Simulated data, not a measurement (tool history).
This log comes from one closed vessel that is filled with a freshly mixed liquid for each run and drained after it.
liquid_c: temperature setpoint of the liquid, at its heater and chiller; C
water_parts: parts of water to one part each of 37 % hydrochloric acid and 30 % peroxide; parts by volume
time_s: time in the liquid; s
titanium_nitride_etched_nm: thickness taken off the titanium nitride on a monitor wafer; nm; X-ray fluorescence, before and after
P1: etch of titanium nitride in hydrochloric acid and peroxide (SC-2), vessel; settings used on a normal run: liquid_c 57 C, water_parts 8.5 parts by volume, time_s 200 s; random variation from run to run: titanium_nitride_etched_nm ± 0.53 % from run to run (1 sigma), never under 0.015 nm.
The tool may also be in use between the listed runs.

run,hour,liquid_c,water_parts,time_s,titanium_nitride_etched_nm
1,4.8,57,8.5,200,12.056
2,9.1,42.5,8.5,200,4.5386
3,12.6,72,8.5,200,30.218
4,15.9,57,8.5,360,21.638
# hour 17.7: thermometer replaced
# hour 17.7: new drum of peroxide connected
5,20.9,65,4,200,34.501
6,25.9,57,6,355,27.863
7,30.2,57,8.5,200,12.043
8,35.1,41.5,4,200,7.4101
9,39.2,57,8.5,30,1.7549
10,43.7,57,8.5,200,12.048
11,48.7,57,8.5,200,11.986
12,51.7,57,8.5,200,12.007
13,54.4,57,12.5,200,8.603
14,57.8,57,4,200,20.914
15,63.1,57,8.5,200,12.067
16,66,57,8.5,200,11.945
17,71.2,57,8.5,200,12.24
18,76.5,57,8.5,200,12.489
19,81.9,57,8.5,200,12.753

Estimate the outcome of run 20 from the log above:
20,87,57,8.5,200,?

Run 20 produced titanium_nitride_etched_nm 12.757 nm.
